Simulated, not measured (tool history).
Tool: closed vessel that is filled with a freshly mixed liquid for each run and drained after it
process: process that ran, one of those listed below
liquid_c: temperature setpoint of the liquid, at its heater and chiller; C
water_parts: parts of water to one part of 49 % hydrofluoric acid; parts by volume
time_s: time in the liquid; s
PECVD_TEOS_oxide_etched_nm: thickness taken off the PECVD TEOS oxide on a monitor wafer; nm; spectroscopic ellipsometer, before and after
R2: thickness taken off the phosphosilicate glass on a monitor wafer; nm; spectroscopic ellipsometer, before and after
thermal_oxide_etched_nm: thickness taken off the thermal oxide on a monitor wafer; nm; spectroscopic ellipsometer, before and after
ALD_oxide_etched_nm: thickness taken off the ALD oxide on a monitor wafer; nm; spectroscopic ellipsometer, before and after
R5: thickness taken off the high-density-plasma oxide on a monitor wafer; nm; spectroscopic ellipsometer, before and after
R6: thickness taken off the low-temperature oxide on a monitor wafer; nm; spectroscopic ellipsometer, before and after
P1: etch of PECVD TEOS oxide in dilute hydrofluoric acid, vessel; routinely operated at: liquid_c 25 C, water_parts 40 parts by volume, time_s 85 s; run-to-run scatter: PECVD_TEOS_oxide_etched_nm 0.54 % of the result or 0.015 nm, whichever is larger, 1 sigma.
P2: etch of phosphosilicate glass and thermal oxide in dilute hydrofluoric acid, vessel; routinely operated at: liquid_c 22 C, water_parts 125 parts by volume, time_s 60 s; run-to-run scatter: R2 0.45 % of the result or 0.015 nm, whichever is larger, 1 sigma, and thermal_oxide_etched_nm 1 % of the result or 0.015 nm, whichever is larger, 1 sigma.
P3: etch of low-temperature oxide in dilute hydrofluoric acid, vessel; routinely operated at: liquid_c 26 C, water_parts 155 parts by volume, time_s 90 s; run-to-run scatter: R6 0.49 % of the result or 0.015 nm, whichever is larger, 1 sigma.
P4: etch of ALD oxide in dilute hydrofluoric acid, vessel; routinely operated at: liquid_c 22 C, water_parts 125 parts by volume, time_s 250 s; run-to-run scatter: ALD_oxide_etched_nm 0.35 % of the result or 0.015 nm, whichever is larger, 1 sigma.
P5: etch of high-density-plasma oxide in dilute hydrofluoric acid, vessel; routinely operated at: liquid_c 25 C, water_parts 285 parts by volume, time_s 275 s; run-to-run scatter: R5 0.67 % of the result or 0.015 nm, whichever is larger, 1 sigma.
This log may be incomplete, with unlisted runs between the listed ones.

run 1 day=0.721 | process=P1 liquid_c=25 water_parts=40 time_s=85 | PECVD_TEOS_oxide_etched_nm=20.578
run 2 day=1.312 | process=P2 liquid_c=26.5 water_parts=125 time_s=60 | R2=63.74 thermal_oxide_etched_nm=2.4074
run 3 day=2.075 | process=P4 liquid_c=22 water_parts=180 time_s=250 | ALD_oxide_etched_nm=18.405
run 4 day=2.804 | process=P5 liquid_c=25 water_parts=285 time_s=275 | R5=4.1421
run 5 day=3.458 | process=P1 liquid_c=17.5 water_parts=40 time_s=85 | PECVD_TEOS_oxide_etched_nm=14.884
run 6 day=4.229 | process=P3 liquid_c=26 water_parts=155 time_s=90 | R6=6.2796
run 7 day=4.971 | process=P4 liquid_c=17 water_parts=125 time_s=250 | ALD_oxide_etched_nm=23.077
run 8 day=5.517 | process=P3 liquid_c=26 water_parts=25 time_s=90 | R6=45.987
run 9 day=6.138 | process=P1 liquid_c=25 water_parts=40 time_s=85 | PECVD_TEOS_oxide_etched_nm=20.328
run 10 day=6.842 | process=P2 liquid_c=22 water_parts=125 time_s=60 | R2=53.173 thermal_oxide_etched_nm=2.0582
run 11 day=7.471 | process=P1 liquid_c=29.5 water_parts=40 time_s=85 | PECVD_TEOS_oxide_etched_nm=24.683
run 12 day=8.171 | process=P1 liquid_c=25 water_parts=40 time_s=85 | PECVD_TEOS_oxide_etched_nm=20.208
run 13 day=8.671 | process=P3 liquid_c=26 water_parts=155 time_s=30 | R6=2.0804
run 14 day=9.217 | process=P1 liquid_c=17.5 water_parts=40 time_s=150 | PECVD_TEOS_oxide_etched_nm=26.148
run 15 day=9.921 | process=P2 liquid_c=22 water_parts=25 time_s=60 | R2=302.1 thermal_oxide_etched_nm=11.7
run 16 day=10.271 | process=P5 liquid_c=33 water_parts=285 time_s=275 | R5=5.3937
run 17 day=10.9 | process=P5 liquid_c=25 water_parts=90 time_s=275 | R5=16.242
run 18 day=11.425 | process=P4 liquid_c=22 water_parts=125 time_s=30 | ALD_oxide_etched_nm=3.4285
run 19 day=11.95 | process=P1 liquid_c=25 water_parts=40 time_s=85 | PECVD_TEOS_oxide_etched_nm=20.628
run 20 day=12.312 | process=P1 liquid_c=25 water_parts=40 time_s=120 | PECVD_TEOS_oxide_etched_nm=28.746
run 21 day=12.683 | process=P5 liquid_c=25 water_parts=285 time_s=485 | R5=7.1787
run 22 day=13.146 | process=P1 liquid_c=25 water_parts=40 time_s=85 | PECVD_TEOS_oxide_etched_nm=20.594
run 23 day=13.75 | process=P1 liquid_c=25 water_parts=20 time_s=85 | PECVD_TEOS_oxide_etched_nm=42.196
run 24 day=14.438 | process=P3 liquid_c=26 water_parts=155 time_s=90 | R6=6.2718
run 25 day=14.988 | process=P2 liquid_c=22 water_parts=125 time_s=110 | R2=97.634 thermal_oxide_etched_nm=3.7507
run 26 day=15.642 | process=P1 liquid_c=25 water_parts=40 time_s=30 | PECVD_TEOS_oxide_etched_nm=7.2295
run 27 day=16.146 | process=P4 liquid_c=22 water_parts=125 time_s=250 | ALD_oxide_etched_nm=28.167
run 28 day=16.862 | process=P3 liquid_c=31.5 water_parts=155 time_s=90 | R6=7.6536
run 29 day=17.562 | process=P1 liquid_c=25 water_parts=40 time_s=85 | PECVD_TEOS_oxide_etched_nm=20.651
run 30 day=17.962 | process=P1 liquid_c=25 water_parts=55 time_s=85 | PECVD_TEOS_oxide_etched_nm=14.633
run 31 day=18.525 | process=P5 liquid_c=25 water_parts=285 time_s=275 | R5=4.1411
run 32 day=19.142 | process=P1 liquid_c=25 water_parts=40 time_s=85 | PECVD_TEOS_oxide_etched_nm=20.201
run 33 day=19.588 | process=P1 liquid_c=25 water_parts=40 time_s=85 | PECVD_TEOS_oxide_etched_nm=19.794
run 34 day=20.05 | process=P1 liquid_c=25 water_parts=40 time_s=85 | PECVD_TEOS_oxide_etched_nm=19.334
run 35 day=20.546 | process=P1 liquid_c=25 water_parts=40 time_s=85 | PECVD_TEOS_oxide_etched_nm=19.181
run 36 day=21.121 | process=P1 liquid_c=25 water_parts=40 time_s=85 | PECVD_TEOS_oxide_etched_nm=18.772
run 37 day=21.604 | process=P1 liquid_c=25 water_parts=40 time_s=85 | PECVD_TEOS_oxide_etched_nm=18.749
run 38 day=22.079 | process=P1 liquid_c=25 water_parts=40 time_s=85 | PECVD_TEOS_oxide_etched_nm=18.461
run 39 day=22.438 | process=P1 liquid_c=25 water_parts=40 time_s=85 | PECVD_TEOS_oxide_etched_nm=18.668
run 40 day=22.833 | process=P1 liquid_c=25 water_parts=40 time_s=85 | PECVD_TEOS_oxide_etched_nm=18.757

P1 has crept away from where it was. The log is fitted equally well by each of these 2 causes, at the sizes shown:
A: hydrofluoric acid flow below the setpoint (%) = 8.64
B: liquid colder than its thermometer reads (K) = 2.31
The creep began at about day 19.142.

Below are 4 check runs, each averaged over 2 wafers, with their results shown as question marks. Which of them would give clearly different results depending on which cause is behind the drift?
run check 1 day=23.229 | process=P4 liquid_c=18.5 water_parts=125 time_s=90 | ALD_oxide_etched_nm=?
run check 2 day=23.229 | process=P5 liquid_c=32 water_parts=285 time_s=475 | R5=?
run check 3 day=23.229 | process=P3 liquid_c=26 water_parts=25 time_s=30 | R6=?
run check 4 day=23.229 | process=P2 liquid_c=22 water_parts=35 time_s=60 | R2=? thermal_oxide_etched_nm=?

Outcome of each check run for each possible cause:
check=check_1 result=ALD_oxide_etched_nm if_A=7.9505 if_B=8.0047
check=check_2 result=R5 if_A=7.9479 if_B=8.329
check=check_3 result=R6 if_A=13.924 if_B=13.884
check=check_4 result=R2 if_A=193.66 if_B=192.89
check=check_4 result=thermal_oxide_etched_nm if_A=7.4071 if_B=7.3778
Distance between the nearest two causes, measured in the result of the check that separates them most: check 1 0.68 %; check 2 4.68 %; check 3 0.29 %; check 4 0.4 %
Only check 2 tells the causes apart: in the others they would give nearly the same result.

Check 2 has now been run. It gave: R5 7.9536 nm. Which of the candidate causes is it?

It was cause A: hydrofluoric acid flow below the setpoint (%).
